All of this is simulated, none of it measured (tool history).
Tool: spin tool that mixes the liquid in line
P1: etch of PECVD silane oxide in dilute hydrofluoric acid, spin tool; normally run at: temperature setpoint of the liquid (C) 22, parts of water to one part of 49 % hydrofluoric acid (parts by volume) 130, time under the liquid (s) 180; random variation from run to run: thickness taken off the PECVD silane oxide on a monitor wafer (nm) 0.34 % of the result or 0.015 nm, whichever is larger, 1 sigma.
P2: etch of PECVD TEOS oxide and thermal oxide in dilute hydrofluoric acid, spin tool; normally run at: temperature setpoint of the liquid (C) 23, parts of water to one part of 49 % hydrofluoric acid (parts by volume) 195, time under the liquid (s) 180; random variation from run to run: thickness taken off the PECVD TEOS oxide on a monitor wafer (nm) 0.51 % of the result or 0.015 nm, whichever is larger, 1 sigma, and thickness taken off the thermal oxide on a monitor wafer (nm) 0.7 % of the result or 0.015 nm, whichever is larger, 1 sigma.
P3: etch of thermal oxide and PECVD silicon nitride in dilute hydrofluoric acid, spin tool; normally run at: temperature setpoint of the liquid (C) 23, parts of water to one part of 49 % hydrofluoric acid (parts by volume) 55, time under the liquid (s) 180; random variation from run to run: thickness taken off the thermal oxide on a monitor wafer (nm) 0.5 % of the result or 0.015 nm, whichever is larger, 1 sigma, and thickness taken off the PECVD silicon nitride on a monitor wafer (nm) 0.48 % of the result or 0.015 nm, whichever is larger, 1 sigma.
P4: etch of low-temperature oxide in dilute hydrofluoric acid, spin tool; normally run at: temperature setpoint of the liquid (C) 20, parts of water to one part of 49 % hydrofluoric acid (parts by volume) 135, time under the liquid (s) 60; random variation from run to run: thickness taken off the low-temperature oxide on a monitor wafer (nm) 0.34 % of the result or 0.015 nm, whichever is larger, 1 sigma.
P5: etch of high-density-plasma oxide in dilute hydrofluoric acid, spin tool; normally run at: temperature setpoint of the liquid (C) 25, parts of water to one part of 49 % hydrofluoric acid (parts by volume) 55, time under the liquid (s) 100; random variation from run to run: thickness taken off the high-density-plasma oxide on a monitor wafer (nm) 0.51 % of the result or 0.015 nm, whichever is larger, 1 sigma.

| run | hour | process that ran | temperature setpoint of the liquid (C) | parts of water to one part of 49 % hydrofluoric acid (parts by volume) | time under the liquid (s) | hours since the thermometer was replaced | hours since the hydrofluoric acid flow meter was replaced | thickness taken off the PECVD silane oxide on a monitor wafer (nm) | thickness taken off the PECVD TEOS oxide on a monitor wafer (nm) | thickness taken off the thermal oxide on a monitor wafer (nm) | thickness taken off the PECVD silicon nitride on a monitor wafer (nm) | thickness taken off the high-density-plasma oxide on a monitor wafer (nm) | thickness taken off the low-temperature oxide on a monitor wafer (nm) |
|---|---|---|---|---|---|---|---|---|---|---|---|---|---|
| 1 | 9.6 | P1 | 22 | 130 | 180 | 597.1 | 107.7 | 18.706 |  |  |  |  |  |
| 2 | 19.4 | P1 | 22 | 60 | 180 | 606.9 | 117.5 | 43.769 |  |  |  |  |  |
| 3 | 25.2 | P2 | 23 | 80 | 180 | 612.7 | 123.3 |  | 22.462 | 10.647 |  |  |  |
| 4 | 29.9 | P3 | 23 | 55 | 180 | 617.4 | 128 |  |  | 15.658 | 5.3147 |  |  |
| 5 | 36.5 | P3 | 29.5 | 55 | 180 | 624 | 134.6 |  |  | 20.633 | 8.1889 |  |  |
| 6 | 45.6 | P1 | 22 | 130 | 50 | 633.1 | 143.7 | 5.139 |  |  |  |  |  |
| 7 | 51.5 | P1 | 22 | 205 | 180 | 639 | 149.6 | 10.913 |  |  |  |  |  |
| 8 | 56.8 | P2 | 23 | 195 | 295 | 644.3 | 154.9 |  | 13.282 | 6.3394 |  |  |  |
| 9 | 61.5 | P1 | 22 | 130 | 180 | 649 | 159.6 | 18.532 |  |  |  |  |  |
| 10 | 68.3 | P5 | 25 | 55 | 100 | 655.8 | 166.4 |  |  |  |  | 10.429 |  |
| 11 | 76.6 | P2 | 23 | 195 | 180 | 664.1 | 174.7 |  | 8.1241 | 3.8509 |  |  |  |
| 12 | 84.3 | P1 | 22 | 130 | 180 | 671.8 | 182.4 | 18.608 |  |  |  |  |  |
| 13 | 92.1 | P2 | 19.5 | 195 | 180 | 679.6 | 190.2 |  | 7.0973 | 3.3557 |  |  |  |
| 14 | 100.9 | P5 | 25 | 55 | 50 | 688.4 | 199 |  |  |  |  | 5.2447 |  |
| 15 | 111.1 | P1 | 22 | 130 | 180 | 698.6 | 209.2 | 18.591 |  |  |  |  |  |
| 16 | 121.3 | P1 | 26.5 | 130 | 180 | 708.8 | 219.4 | 21.995 |  |  |  |  |  |
| 17 | 127.8 | P1 | 18.5 | 130 | 180 | 715.3 | 225.9 | 16.147 |  |  |  |  |  |
| 18 | 134.8 | P1 | 22 | 130 | 180 | 722.3 | 232.9 | 18.554 |  |  |  |  |  |
| 19 | 140 | P4 | 20 | 135 | 110 | 727.5 | 238.1 |  |  |  |  |  | 12.316 |
| 20 | 144.7 | P1 | 18.5 | 230 | 180 | 732.2 | 242.8 | 8.2632 |  |  |  |  |  |
| 21 | 154.4 | P3 | 23 | 95 | 180 | 741.9 | 252.5 |  |  | 8.5689 | 3.1286 |  |  |
| 22 | 159.6 | P4 | 20 | 135 | 60 | 747.1 | 257.7 |  |  |  |  |  | 6.7268 |
|  | 162.2 | hydrofluoric acid flow meter replaced |
| 23 | 164.3 | P1 | 18.5 | 50 | 180 | 751.8 | 2.1 | 45.795 |  |  |  |  |  |
| 24 | 173 | P4 | 20 | 220 | 60 | 760.5 | 10.8 |  |  |  |  |  | 3.7798 |
| 25 | 181.9 | P3 | 23 | 55 | 15 | 769.4 | 19.7 |  |  | 1.3127 | 0.46468 |  |  |
| 26 | 191 | P4 | 25 | 135 | 60 | 778.5 | 28.8 |  |  |  |  |  | 8.2624 |
| 27 | 198.9 | P1 | 26 | 230 | 180 | 786.4 | 36.7 | 10.967 |  |  |  |  |  |
| 28 | 205.3 | P1 | 22 | 130 | 280 | 792.8 | 43.1 | 29.068 |  |  |  |  |  |
| 29 | 214.2 | P2 | 23 | 195 | 180 | 801.7 | 52 |  | 8.2014 | 3.8464 |  |  |  |

Run 30 comes next. What will it give?
| 30 | 224.4 | P5 | 25 | 20 | 100 | 811.9 | 62.2 |  |  |  |  | ? |  |

{"run 30": {"thickness taken off the high-density-plasma oxide on a monitor wafer (nm)": 30.309}}
